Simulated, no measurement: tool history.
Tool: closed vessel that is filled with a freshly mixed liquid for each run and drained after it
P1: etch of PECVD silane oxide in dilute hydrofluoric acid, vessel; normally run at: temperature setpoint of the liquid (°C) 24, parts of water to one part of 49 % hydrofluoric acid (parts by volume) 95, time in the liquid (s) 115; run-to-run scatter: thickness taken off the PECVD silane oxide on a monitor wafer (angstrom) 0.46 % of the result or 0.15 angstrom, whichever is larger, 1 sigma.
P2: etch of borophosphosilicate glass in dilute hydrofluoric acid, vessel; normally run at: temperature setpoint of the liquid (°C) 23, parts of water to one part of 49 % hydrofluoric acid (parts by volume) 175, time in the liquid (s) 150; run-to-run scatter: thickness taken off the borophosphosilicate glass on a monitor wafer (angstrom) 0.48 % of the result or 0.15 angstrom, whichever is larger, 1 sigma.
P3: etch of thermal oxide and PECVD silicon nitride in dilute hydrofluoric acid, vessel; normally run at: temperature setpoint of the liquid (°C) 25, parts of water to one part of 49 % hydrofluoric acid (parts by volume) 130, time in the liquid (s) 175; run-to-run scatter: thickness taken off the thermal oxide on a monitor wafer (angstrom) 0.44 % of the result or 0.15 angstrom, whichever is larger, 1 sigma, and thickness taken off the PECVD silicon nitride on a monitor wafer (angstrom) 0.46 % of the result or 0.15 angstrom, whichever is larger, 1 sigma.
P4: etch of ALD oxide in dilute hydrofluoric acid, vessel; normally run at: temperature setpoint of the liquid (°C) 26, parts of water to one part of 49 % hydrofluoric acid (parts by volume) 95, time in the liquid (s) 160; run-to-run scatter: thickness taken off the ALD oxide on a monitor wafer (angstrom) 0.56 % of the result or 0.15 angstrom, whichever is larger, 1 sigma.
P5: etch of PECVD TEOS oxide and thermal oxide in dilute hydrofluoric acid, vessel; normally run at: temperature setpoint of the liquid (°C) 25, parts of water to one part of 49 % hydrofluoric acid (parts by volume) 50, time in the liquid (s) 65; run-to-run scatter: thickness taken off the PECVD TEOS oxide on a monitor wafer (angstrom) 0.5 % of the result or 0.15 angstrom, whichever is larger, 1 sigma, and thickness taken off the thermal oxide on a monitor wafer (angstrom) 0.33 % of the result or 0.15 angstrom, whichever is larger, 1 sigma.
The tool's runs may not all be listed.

run,hour,process that ran,temperature setpoint of the liquid (°C),parts of water to one part of 49 % hydrofluoric acid (parts by volume),time in the liquid (s),hours since the thermometer was replaced,hours since the hydrofluoric acid flow meter was replaced,thickness taken off the PECVD silane oxide on a monitor wafer (angstrom),thickness taken off the PECVD TEOS oxide on a monitor wafer (angstrom),thickness taken off the thermal oxide on a monitor wafer (angstrom),thickness taken off the PECVD silicon nitride on a monitor wafer (angstrom),thickness taken off the borophosphosilicate glass on a monitor wafer (angstrom),thickness taken off the ALD oxide on a monitor wafer (angstrom)
1,5.9,P1,24,95,115,252.5,335.8,241.54,,,,,
2,12.7,P1,24,95,45,259.3,342.6,95.403,,,,,
3,21.6,P1,24,140,220,268.2,351.5,300.16,,,,,
4,25.7,P5,32.5,50,65,272.3,355.6,,317.52,92.368,,,
5,33.6,P1,24,95,115,280.2,363.5,243.53,,,,,
6,40.8,P3,33.5,130,175,287.4,370.7,,,85.005,77.435,,
7,48.3,P1,24,95,115,294.9,378.2,243.4,,,,,
8,52.8,P1,24,95,115,299.4,382.7,243.89,,,,,
9,58.2,P5,25,50,65,304.8,388.1,,236.04,67.993,,,
10,66.4,P1,24,95,215,313,396.3,455.94,,,,,
11,72.7,P3,25,130,330,319.3,402.6,,,115.88,85.896,,
12,79.3,P1,24,175,30,325.9,409.2,31.566,,,,,
13,87.3,P1,24,45,115,333.9,417.2,544.46,,,,,
14,93.6,P3,25,225,175,340.2,423.5,,,32.224,26.032,,
15,101.7,P1,24,170,115,348.3,431.6,123.73,,,,,
16,108.4,P1,24,95,115,355,438.3,242.8,,,,,
17,114.7,P2,23,265,150,361.3,444.6,,,,,240.97,
18,121.8,P5,25,50,30,368.4,451.7,,109.37,31.576,,,
19,130,P4,26,175,160,376.6,459.9,,,,,,92.985
20,137.9,P1,18.5,95,115,384.5,467.8,194.44,,,,,

The next listed run, before its measurement:
21,146,P4,22,95,160,392.6,475.9,,,,,,?

Run 21 gave thickness taken off the ALD oxide on a monitor wafer (angstrom) 164.14.
